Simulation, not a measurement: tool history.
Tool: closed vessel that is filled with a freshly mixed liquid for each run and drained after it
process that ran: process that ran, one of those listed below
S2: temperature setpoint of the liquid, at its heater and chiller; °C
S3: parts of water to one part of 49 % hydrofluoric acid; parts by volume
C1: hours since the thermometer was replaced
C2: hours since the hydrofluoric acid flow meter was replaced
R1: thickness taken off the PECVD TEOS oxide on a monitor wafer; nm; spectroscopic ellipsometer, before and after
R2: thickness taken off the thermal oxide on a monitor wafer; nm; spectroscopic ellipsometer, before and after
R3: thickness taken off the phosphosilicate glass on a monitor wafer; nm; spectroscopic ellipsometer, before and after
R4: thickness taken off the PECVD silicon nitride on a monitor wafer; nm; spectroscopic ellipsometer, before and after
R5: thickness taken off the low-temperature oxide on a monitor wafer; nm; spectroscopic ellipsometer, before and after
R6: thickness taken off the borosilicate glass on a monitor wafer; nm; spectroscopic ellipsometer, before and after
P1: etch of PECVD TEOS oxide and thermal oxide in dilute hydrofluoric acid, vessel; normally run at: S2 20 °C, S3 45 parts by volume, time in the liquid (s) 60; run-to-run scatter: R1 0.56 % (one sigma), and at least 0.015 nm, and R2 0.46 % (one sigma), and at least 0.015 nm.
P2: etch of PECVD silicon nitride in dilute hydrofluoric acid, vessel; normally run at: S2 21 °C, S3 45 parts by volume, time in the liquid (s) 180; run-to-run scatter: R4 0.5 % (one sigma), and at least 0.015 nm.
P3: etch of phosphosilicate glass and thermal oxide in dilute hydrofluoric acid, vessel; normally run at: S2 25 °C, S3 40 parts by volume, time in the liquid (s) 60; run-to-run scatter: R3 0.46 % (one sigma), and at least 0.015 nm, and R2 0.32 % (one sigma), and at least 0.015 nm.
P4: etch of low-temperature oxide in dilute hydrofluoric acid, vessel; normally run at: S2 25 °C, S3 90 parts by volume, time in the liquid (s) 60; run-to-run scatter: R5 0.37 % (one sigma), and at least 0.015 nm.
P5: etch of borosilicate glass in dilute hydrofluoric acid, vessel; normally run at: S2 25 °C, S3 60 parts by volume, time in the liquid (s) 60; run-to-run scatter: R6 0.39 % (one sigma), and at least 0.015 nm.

{"run": 1, "hour": 12.8, "process that ran": "P1", "S2": 20, "S3": 45, "time in the liquid (s)": 60, "C1": 689.2, "C2": 368.2, "R1": 28.707, "R2": 5.7199}
{"run": 2, "hour": 24.2, "process that ran": "P3", "S2": 25, "S3": 25, "time in the liquid (s)": 60, "C1": 700.6, "C2": 379.6, "R2": 12.522, "R3": 390.8}
{"run": 3, "hour": 34.0, "process that ran": "P1", "S2": 20, "S3": 20, "time in the liquid (s)": 60, "C1": 710.4, "C2": 389.4, "R1": 66.36, "R2": 13.355}
{"run": 4, "hour": 44.3, "process that ran": "P1", "S2": 17, "S3": 45, "time in the liquid (s)": 30, "C1": 720.7, "C2": 399.7, "R1": 12.526, "R2": 2.5404}
{"run": 5, "hour": 56.9, "process that ran": "P1", "S2": 20, "S3": 45, "time in the liquid (s)": 60, "C1": 733.3, "C2": 412.3, "R1": 28.791, "R2": 5.7686}
{"run": 6, "hour": 71.4, "process that ran": "P1", "S2": 20, "S3": 45, "time in the liquid (s)": 60, "C1": 747.8, "C2": 426.8, "R1": 28.933, "R2": 5.7764}
{"run": 7, "hour": 85.1, "process that ran": "P3", "S2": 17, "S3": 40, "time in the liquid (s)": 60, "C1": 761.5, "C2": 440.5, "R2": 5.5027, "R3": 169.54}
{"run": 8, "hour": 96.4, "process that ran": "P1", "S2": 20, "S3": 65, "time in the liquid (s)": 60, "C1": 772.8, "C2": 451.8, "R1": 19.271, "R2": 3.8794}
{"hour": 102.6, "done": "thermometer replaced"}
{"run": 9, "hour": 104.8, "process that ran": "P1", "S2": 20, "S3": 45, "time in the liquid (s)": 30, "C1": 2.3, "C2": 460.2, "R1": 14.282, "R2": 2.9001}
{"run": 10, "hour": 119.3, "process that ran": "P2", "S2": 17, "S3": 45, "time in the liquid (s)": 180, "C1": 16.8, "C2": 474.7, "R4": 7.899}
{"run": 11, "hour": 129.9, "process that ran": "P4", "S2": 25, "S3": 90, "time in the liquid (s)": 60, "C1": 27.4, "C2": 485.3, "R5": 13.62}
{"run": 12, "hour": 138.9, "process that ran": "P2", "S2": 21, "S3": 45, "time in the liquid (s)": 180, "C1": 36.4, "C2": 494.3, "R4": 10.508}
{"run": 13, "hour": 149.3, "process that ran": "P1", "S2": 20, "S3": 25, "time in the liquid (s)": 95, "C1": 46.8, "C2": 504.7, "R1": 84.325, "R2": 17.015}
{"run": 14, "hour": 157.8, "process that ran": "P5", "S2": 20.5, "S3": 60, "time in the liquid (s)": 60, "C1": 55.3, "C2": 513.2, "R6": 17.912}
{"run": 15, "hour": 172.4, "process that ran": "P2", "S2": 21, "S3": 20, "time in the liquid (s)": 180, "C1": 69.9, "C2": 527.8, "R4": 22.669}
{"run": 16, "hour": 181.2, "process that ran": "P1", "S2": 20, "S3": 45, "time in the liquid (s)": 120, "C1": 78.7, "C2": 536.6, "R1": 57.315, "R2": 11.493}
{"run": 17, "hour": 193.0, "process that ran": "P4", "S2": 30.5, "S3": 90, "time in the liquid (s)": 60, "C1": 90.5, "C2": 548.4, "R5": 16.839}
{"run": 18, "hour": 209.8, "process that ran": "P3", "S2": 25, "S3": 40, "time in the liquid (s)": 60, "C1": 107.3, "C2": 565.2, "R2": 7.6831, "R3": 237.02}
{"run": 19, "hour": 221.2, "process that ran": "P4", "S2": 25, "S3": 150, "time in the liquid (s)": 60, "C1": 118.7, "C2": 576.6, "R5": 7.5687}
{"run": 20, "hour": 233.4, "process that ran": "P1", "S2": 20, "S3": 45, "time in the liquid (s)": 60, "C1": 130.9, "C2": 588.8, "R1": 28.447, "R2": 5.7483}
{"run": 21, "hour": 248.7, "process that ran": "P2", "S2": 21, "S3": 45, "time in the liquid (s)": 180, "C1": 146.2, "C2": 604.1, "R4": 10.53}
{"run": 22, "hour": 261.6, "process that ran": "P4", "S2": 25, "S3": 90, "time in the liquid (s)": 60, "C1": 159.1, "C2": 617, "R5": 13.58}
{"run": 23, "hour": 279.0, "process that ran": "P4", "S2": 25, "S3": 90, "time in the liquid (s)": 85, "C1": 176.5, "C2": 634.4, "R5": 19.271}
{"run": 24, "hour": 287.0, "process that ran": "P2", "S2": 21, "S3": 45, "time in the liquid (s)": 345, "C1": 184.5, "C2": 642.4, "R4": 20.192}
{"run": 25, "hour": 297.2, "process that ran": "P5", "S2": 25, "S3": 105, "time in the liquid (s)": 60, "C1": 194.7, "C2": 652.6, "R6": 11.661}
{"run": 26, "hour": 311.8, "process that ran": "P3", "S2": 25, "S3": 40, "time in the liquid (s)": 60, "C1": 209.3, "C2": 667.2, "R2": 7.6915, "R3": 237.67}
{"run": 27, "hour": 326.0, "process that ran": "P1", "S2": 17, "S3": 45, "time in the liquid (s)": 30, "C1": 223.5, "C2": 681.4, "R1": 12.559, "R2": 2.5255}
{"run": 28, "hour": 336.6, "process that ran": "P1", "S2": 20, "S3": 45, "time in the liquid (s)": 60, "C1": 234.1, "C2": 692, "R1": 28.302, "R2": 5.7874}
{"run": 29, "hour": 348.5, "process that ran": "P1", "S2": 17, "S3": 45, "time in the liquid (s)": 60, "C1": 246, "C2": 703.9, "R1": 25.096, "R2": 5.0545}
{"run": 30, "hour": 363.7, "process that ran": "P3", "S2": 25, "S3": 40, "time in the liquid (s)": 30, "C1": 261.2, "C2": 719.1, "R2": 3.865, "R3": 119.49}
{"run": 31, "hour": 379.3, "process that ran": "P5", "S2": 25, "S3": 60, "time in the liquid (s)": 60, "C1": 276.8, "C2": 734.7, "R6": 21.586}
{"run": 32, "hour": 387.8, "process that ran": "P5", "S2": 25, "S3": 60, "time in the liquid (s)": 30, "C1": 285.3, "C2": 743.2, "R6": 10.749}
{"run": 33, "hour": 399.5, "process that ran": "P1", "S2": 28, "S3": 45, "time in the liquid (s)": 60, "C1": 297, "C2": 754.9, "R1": 40.388, "R2": 7.9827}
{"run": 34, "hour": 411.6, "process that ran": "P1", "S2": 20, "S3": 45, "time in the liquid (s)": 60, "C1": 309.1, "C2": 767, "R1": 28.756, "R2": 5.7593}
{"run": 35, "hour": 426.4, "process that ran": "P1", "S2": 20, "S3": 45, "time in the liquid (s)": 60, "C1": 323.9, "C2": 781.8, "R1": 28.877, "R2": 5.8954}
{"run": 36, "hour": 440.5, "process that ran": "P1", "S2": 20, "S3": 45, "time in the liquid (s)": 60, "C1": 338, "C2": 795.9, "R1": 29.895, "R2": 6.0091}
{"run": 37, "hour": 448.3, "process that ran": "P1", "S2": 20, "S3": 45, "time in the liquid (s)": 60, "C1": 345.8, "C2": 803.7, "R1": 30.345, "R2": 6.0797}
{"run": 38, "hour": 458.3, "process that ran": "P1", "S2": 20, "S3": 45, "time in the liquid (s)": 60, "C1": 355.8, "C2": 813.7, "R1": 30.2, "R2": 6.1176}
{"run": 39, "hour": 474.0, "process that ran": "P1", "S2": 20, "S3": 45, "time in the liquid (s)": 60, "C1": 371.5, "C2": 829.4, "R1": 30.874, "R2": 6.0963}
{"run": 40, "hour": 491.0, "process that ran": "P1", "S2": 20, "S3": 45, "time in the liquid (s)": 60, "C1": 388.5, "C2": 846.4, "R1": 30.342, "R2": 6.1364}
{"run": 41, "hour": 508.0, "process that ran": "P1", "S2": 20, "S3": 45, "time in the liquid (s)": 60, "C1": 405.5, "C2": 863.4, "R1": 30.644, "R2": 6.176}
{"run": 42, "hour": 521.6, "process that ran": "P1", "S2": 20, "S3": 45, "time in the liquid (s)": 60, "C1": 419.1, "C2": 877, "R1": 30.752, "R2": 6.1883}
{"run": 43, "hour": 535.8, "process that ran": "P1", "S2": 20, "S3": 45, "time in the liquid (s)": 60, "C1": 433.3, "C2": 891.2, "R1": 30.911, "R2": 6.2075}
{"run": 44, "hour": 545.4, "process that ran": "P1", "S2": 20, "S3": 45, "time in the liquid (s)": 60, "C1": 442.9, "C2": 900.8, "R1": 30.723, "R2": 6.1874}
{"run": 45, "hour": 561.6, "process that ran": "P1", "S2": 20, "S3": 45, "time in the liquid (s)": 60, "C1": 459.1, "C2": 917, "R1": 30.734, "R2": 6.2088}

What P1 gives has crept away from where it was. These 2 causes fit the log equally well, each at the size given:
A: liquid hotter than its thermometer reads (K) = 1.7
B: hydrofluoric acid flow above the setpoint (%) = 7.03
The creep began at about hour 411.6.

4 check runs are offered, one wafer each, their results left as question marks. Which one tells the causes apart?
{"run": "check 1", "hour": 577.8, "process that ran": "P3", "S2": 25, "S3": 40, "time in the liquid (s)": 60, "R2": "?", "R3": "?"}
{"run": "check 2", "hour": 577.8, "process that ran": "P5", "S2": 25, "S3": 60, "time in the liquid (s)": 60, "R6": "?"}
{"run": "check 3", "hour": 577.8, "process that ran": "P2", "S2": 21, "S3": 45, "time in the liquid (s)": 180, "R4": "?"}
{"run": "check 4", "hour": 577.8, "process that ran": "P4", "S2": 25, "S3": 90, "time in the liquid (s)": 60, "R5": "?"}

What each check would give under each cause:
check=check_1 result=R2 if_A=8.2424 if_B=8.2597
check=check_1 result=R3 if_A=255.05 if_B=255.59
check=check_2 result=R6 if_A=23.086 if_B=23.198
check=check_3 result=R4 if_A=11.812 if_B=11.229
check=check_4 result=R5 if_A=14.538 if_B=14.666
How far apart the two closest causes lie, in the result that separates them most: check 1 0.21 %; check 2 0.48 %; check 3 5.06 %; check 4 0.88 %
Check 3 tells the causes apart: in the others they would give nearly the same result.

Then check 3 was run and gave: R4 11.75 nm. Which cause is it?

It is A: liquid hotter than its thermometer reads (K).

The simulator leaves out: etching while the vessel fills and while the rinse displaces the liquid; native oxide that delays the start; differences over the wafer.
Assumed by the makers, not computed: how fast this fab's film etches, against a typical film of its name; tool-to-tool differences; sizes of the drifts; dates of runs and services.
